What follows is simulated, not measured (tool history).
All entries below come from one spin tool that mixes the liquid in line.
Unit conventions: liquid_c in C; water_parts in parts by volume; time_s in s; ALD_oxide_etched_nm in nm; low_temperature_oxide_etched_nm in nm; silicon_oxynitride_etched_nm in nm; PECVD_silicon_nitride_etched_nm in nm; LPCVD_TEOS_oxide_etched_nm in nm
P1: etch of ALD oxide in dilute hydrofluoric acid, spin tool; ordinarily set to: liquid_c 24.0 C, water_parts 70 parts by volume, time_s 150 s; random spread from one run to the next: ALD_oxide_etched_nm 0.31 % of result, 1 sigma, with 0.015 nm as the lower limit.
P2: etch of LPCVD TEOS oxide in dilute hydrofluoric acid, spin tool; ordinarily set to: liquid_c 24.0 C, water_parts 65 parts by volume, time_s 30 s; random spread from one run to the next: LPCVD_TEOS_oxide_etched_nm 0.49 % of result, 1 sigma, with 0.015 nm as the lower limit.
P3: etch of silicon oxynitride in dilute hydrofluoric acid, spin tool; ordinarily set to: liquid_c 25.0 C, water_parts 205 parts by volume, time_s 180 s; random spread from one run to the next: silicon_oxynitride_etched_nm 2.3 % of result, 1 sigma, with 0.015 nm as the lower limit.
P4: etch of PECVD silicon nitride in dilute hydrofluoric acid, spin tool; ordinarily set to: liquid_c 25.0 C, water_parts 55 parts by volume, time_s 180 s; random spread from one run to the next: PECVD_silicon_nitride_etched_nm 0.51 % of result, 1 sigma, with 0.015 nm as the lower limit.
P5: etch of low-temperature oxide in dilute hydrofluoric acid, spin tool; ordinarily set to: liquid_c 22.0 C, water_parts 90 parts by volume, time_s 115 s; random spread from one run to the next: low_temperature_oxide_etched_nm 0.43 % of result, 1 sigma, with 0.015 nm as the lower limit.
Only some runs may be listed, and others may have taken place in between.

run	day	process	liquid_c	water_parts	time_s	ALD_oxide_etched_nm	low_temperature_oxide_etched_nm	silicon_oxynitride_etched_nm	PECVD_silicon_nitride_etched_nm	LPCVD_TEOS_oxide_etched_nm
1	0.412	P1	24.0	70	150	44.9330				
2	0.796	P1	24.0	70	275	82.3130				
3	1.088	P5	22.0	25	115		167.880			
4	1.533	P3	25.0	205	350			2.43010		
5	2.075	P1	24.0	70	150	44.7110				
6	2.517	P4	25.0	55	260				18.026	
7	3.017	P2	24.0	105	30					7.224
8	3.321	P2	24.0	65	15					6.141
9	3.833	P4	25.0	55	180				12.484	
10	4.267	P3	25.0	205	180			1.17930		
11	4.550	P2	28.5	65	30					14.573
12	5.012	P1	24.0	70	20	5.9683				
13	5.471	P2	24.0	65	30					12.228
14	5.938	P1	28.0	70	150	52.6050				
15	6.442	P4	25.0	25	180				26.705	
16	6.704	P1	24.0	70	150	44.8250				
17	7.217	P2	24.0	65	30					12.257
18	7.721	P3	32.0	205	180			1.63070		
19	8.050	P3	25.0	205	180			1.21260		
20	8.600	P1	24.0	125	150	23.4190				
21	8.988	P4	25.0	55	180				12.516	
22	9.242	P5	22.0	90	115		43.147			
23	9.617	P1	24.0	35	150	93.2820				
24	9.862	P4	31.0	55	180				18.466	
25	10.150	P5	22.0	90	115		42.944			
26	10.488	P1	29.0	95	150	38.7640				
27	10.775	P5	17.0	90	115		35.058			
28	11.062	P1	24.0	70	150	44.8600				
29	11.321	P1	17.0	70	150	33.3260				
30	11.775	P1	24.0	70	150	44.8030				
31	12.088	P5	22.0	90	180		67.465			
32	12.546	P1	24.0	70	150	44.8240				
33	12.933	P3	25.0	290	180			0.78695		
34	13.208	P1	24.0	70	150	44.7120				
35	13.492	P1	24.0	70	150	46.0850				
36	13.808	P1	24.0	70	150	46.7010				
37	14.225	P1	24.0	70	150	47.4320				
38	14.750	P1	24.0	70	150	47.8790				
39	15.283	P1	24.0	70	150	47.9940				
40	15.525	P1	24.0	70	150	48.1200				

Compared with where it was, what P1 gives has crept away. Each cause listed below fits the log as well as the rest, at the size given for it:
A: hydrofluoric acid flow above the setpoint (%) = 6.67
B: liquid hotter than its thermometer reads (K) = 1.75
Onset of the creep was near day 13.208.

Listed below are the offered check runs, one wafer per run, with question marks in place of results. For which of them would the causes give clearly different outcomes?
check 1	15.767	P3	25.0	205	180			?		
check 2	15.767	P2	24.0	65	30					?
check 3	15.767	P4	25.0	55	180				?	
check 4	15.767	P5	22.0	90	115		?			

Check results expected under each cause:
check	result	if A	if B
check 1	silicon_oxynitride_etched_nm	1.27750	1.27980
check 2	LPCVD_TEOS_oxide_etched_nm	13.140	13.152
check 3	PECVD_silicon_nitride_etched_nm	13.302	14.021
check 4	low_temperature_oxide_etched_nm	46.204	46.168
Per check, the gap between the least separated pair of causes, taken in the result that splits them most: check 1 0.18 %; check 2 0.09 %; check 3 5.27 %; check 4 0.08 %
Only in check 3 would the causes give clearly different results; in the remaining checks their results would be nearly the same.

Check 3 was then run and gave: PECVD_silicon_nitride_etched_nm 13.300 nm. Which cause is it?

It was cause A: hydrofluoric acid flow above the setpoint (%).
